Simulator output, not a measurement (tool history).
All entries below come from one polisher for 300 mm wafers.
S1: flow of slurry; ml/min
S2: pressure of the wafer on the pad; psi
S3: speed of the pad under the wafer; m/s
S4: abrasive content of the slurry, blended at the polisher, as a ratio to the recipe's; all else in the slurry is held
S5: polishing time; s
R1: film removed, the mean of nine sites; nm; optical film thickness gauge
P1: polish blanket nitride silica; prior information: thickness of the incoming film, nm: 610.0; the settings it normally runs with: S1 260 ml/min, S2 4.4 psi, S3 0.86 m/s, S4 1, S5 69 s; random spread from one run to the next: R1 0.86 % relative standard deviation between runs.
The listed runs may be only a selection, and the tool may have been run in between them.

Run 1, hour 10.4: S1 260 ml/min, S2 4.4 psi, S3 0.86 m/s, S4 1, S5 69 s. Result: R1 40.279 nm.
Run 2, hour 25.6: S1 260 ml/min, S2 4.4 psi, S3 1.26 m/s, S4 1, S5 69 s. Result: R1 54.321 nm.
Run 3, hour 39.7: S1 260 ml/min, S2 4.4 psi, S3 0.86 m/s, S4 1, S5 69 s. Result: R1 40.244 nm.
Run 4, hour 54.5: S1 260 ml/min, S2 4.4 psi, S3 0.86 m/s, S4 0.55, S5 69 s. Result: R1 29.425 nm.
Run 5, hour 63.5: S1 260 ml/min, S2 4.4 psi, S3 0.86 m/s, S4 1, S5 69 s. Result: R1 40.054 nm.
At hour 75: slurry nozzle cleaned.
Run 6, hour 80.2: S1 260 ml/min, S2 4.4 psi, S3 0.86 m/s, S4 1, S5 93 s. Result: R1 54.55 nm.
Run 7, hour 88.7: S1 325 ml/min, S2 6.2 psi, S3 0.86 m/s, S4 1, S5 69 s. Result: R1 57.486 nm.
Run 8, hour 104.7: S1 155 ml/min, S2 4.4 psi, S3 0.86 m/s, S4 1, S5 69 s. Result: R1 36.78 nm.
Run 9, hour 123.7: S1 260 ml/min, S2 4.4 psi, S3 0.86 m/s, S4 1, S5 46 s. Result: R1 26.705 nm.
Run 10, hour 138.6: S1 260 ml/min, S2 5.8 psi, S3 0.86 m/s, S4 1, S5 69 s. Result: R1 52.699 nm.
Run 11, hour 147.1: S1 260 ml/min, S2 4.4 psi, S3 0.86 m/s, S4 1.45, S5 69 s. Result: R1 46.775 nm.
Run 12, hour 162.5: S1 405 ml/min, S2 4.4 psi, S3 0.86 m/s, S4 1, S5 69 s. Result: R1 41.207 nm.
Run 13, hour 177: S1 260 ml/min, S2 4.4 psi, S3 0.86 m/s, S4 1, S5 69 s. Result: R1 39.826 nm.
Run 14, hour 191: S1 260 ml/min, S2 2 psi, S3 0.86 m/s, S4 1, S5 69 s. Result: R1 18.044 nm.
Run 15, hour 202.2: S1 260 ml/min, S2 4.4 psi, S3 0.58 m/s, S4 0.55, S5 69 s. Result: R1 21.259 nm.
Run 16, hour 219.7: S1 260 ml/min, S2 4.4 psi, S3 0.86 m/s, S4 1, S5 69 s. Result: R1 40.422 nm.
Run 17, hour 230.9: S1 260 ml/min, S2 4.4 psi, S3 0.52 m/s, S4 1.3, S5 69 s. Result: R1 29.825 nm.
Run 18, hour 249.9: S1 260 ml/min, S2 4.4 psi, S3 0.52 m/s, S4 1, S5 69 s. Result: R1 26.411 nm.
Run 19, hour 263.8: S1 260 ml/min, S2 4.4 psi, S3 0.86 m/s, S4 1, S5 69 s. Result: R1 39.598 nm.
Run 20, hour 278.7: S1 260 ml/min, S2 4.4 psi, S3 0.86 m/s, S4 1, S5 69 s. Result: R1 40.433 nm.
Run 21, hour 294.1: S1 260 ml/min, S2 4.4 psi, S3 0.86 m/s, S4 1, S5 69 s. Result: R1 38.402 nm.
Run 22, hour 307.3: S1 260 ml/min, S2 4.4 psi, S3 0.86 m/s, S4 1, S5 69 s. Result: R1 37.261 nm.

Predict the results of run 23:
Run 23, hour 317.1: S1 260 ml/min, S2 4.4 psi, S3 0.86 m/s, S4 1, S5 69 s. Result: R1 ?.

R1: 36.675 nm
